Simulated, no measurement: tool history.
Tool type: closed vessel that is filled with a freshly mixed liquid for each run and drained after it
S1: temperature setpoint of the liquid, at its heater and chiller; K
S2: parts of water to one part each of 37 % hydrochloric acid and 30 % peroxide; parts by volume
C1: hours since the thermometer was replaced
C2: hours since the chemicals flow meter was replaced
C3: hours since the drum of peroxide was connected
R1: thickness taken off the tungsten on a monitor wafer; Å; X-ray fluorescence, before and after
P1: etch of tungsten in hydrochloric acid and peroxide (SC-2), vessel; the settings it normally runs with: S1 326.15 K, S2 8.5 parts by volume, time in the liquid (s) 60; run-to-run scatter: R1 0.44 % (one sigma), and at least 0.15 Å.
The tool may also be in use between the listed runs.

{"run": 1, "hour": 11.3, "S1": 326.15, "S2": 8.5, "time in the liquid (s)": 60, "C1": 945.4, "C2": 781.2, "C3": 306.6, "R1": 186.2}
{"hour": 16.8, "done": "thermometer replaced"}
{"run": 2, "hour": 17.1, "S1": 326.15, "S2": 8.5, "time in the liquid (s)": 60, "C1": 0.3, "C2": 787.0, "C3": 312.4, "R1": 185.12}
{"run": 3, "hour": 25.1, "S1": 315.65, "S2": 14.5, "time in the liquid (s)": 60, "C1": 8.3, "C2": 795.0, "C3": 320.4, "R1": 58.508}
{"hour": 31.2, "done": "chemicals flow meter replaced"}
{"run": 4, "hour": 35.3, "S1": 326.15, "S2": 8.5, "time in the liquid (s)": 115, "C1": 18.5, "C2": 4.2, "C3": 330.6, "R1": 352.87}
{"run": 5, "hour": 42.1, "S1": 326.15, "S2": 8.5, "time in the liquid (s)": 60, "C1": 25.3, "C2": 11.0, "C3": 337.4, "R1": 185.4}
{"run": 6, "hour": 52.3, "S1": 326.15, "S2": 8.5, "time in the liquid (s)": 60, "C1": 35.5, "C2": 21.2, "C3": 347.6, "R1": 185.77}
{"run": 7, "hour": 58.2, "S1": 334.15, "S2": 8.5, "time in the liquid (s)": 60, "C1": 41.4, "C2": 27.1, "C3": 353.5, "R1": 309.65}
{"run": 8, "hour": 69.1, "S1": 309.65, "S2": 8.5, "time in the liquid (s)": 60, "C1": 52.3, "C2": 38.0, "C3": 364.4, "R1": 59.097}
{"run": 9, "hour": 78.3, "S1": 326.15, "S2": 8.5, "time in the liquid (s)": 30, "C1": 61.5, "C2": 47.2, "C3": 373.6, "R1": 92.451}
{"run": 10, "hour": 85.7, "S1": 326.15, "S2": 14.0, "time in the liquid (s)": 60, "C1": 68.9, "C2": 54.6, "C3": 381.0, "R1": 121.6}
{"run": 11, "hour": 92.3, "S1": 326.15, "S2": 4.0, "time in the liquid (s)": 60, "C1": 75.5, "C2": 61.2, "C3": 387.6, "R1": 324.94}
{"run": 12, "hour": 98.8, "S1": 326.15, "S2": 8.5, "time in the liquid (s)": 60, "C1": 82.0, "C2": 67.7, "C3": 394.1, "R1": 185.44}
{"run": 13, "hour": 109.9, "S1": 326.15, "S2": 8.5, "time in the liquid (s)": 60, "C1": 93.1, "C2": 78.8, "C3": 405.2, "R1": 179.15}
{"run": 14, "hour": 118.5, "S1": 326.15, "S2": 8.5, "time in the liquid (s)": 60, "C1": 101.7, "C2": 87.4, "C3": 413.8, "R1": 173.26}
{"run": 15, "hour": 124.4, "S1": 326.15, "S2": 8.5, "time in the liquid (s)": 60, "C1": 107.6, "C2": 93.3, "C3": 419.7, "R1": 172.34}

What does the tool deliver on the next run?
{"run": 16, "hour": 130.0, "S1": 326.15, "S2": 8.5, "time in the liquid (s)": 60, "C1": 113.2, "C2": 98.9, "C3": 425.3, "R1": "?"}

R1: 171.160 Å
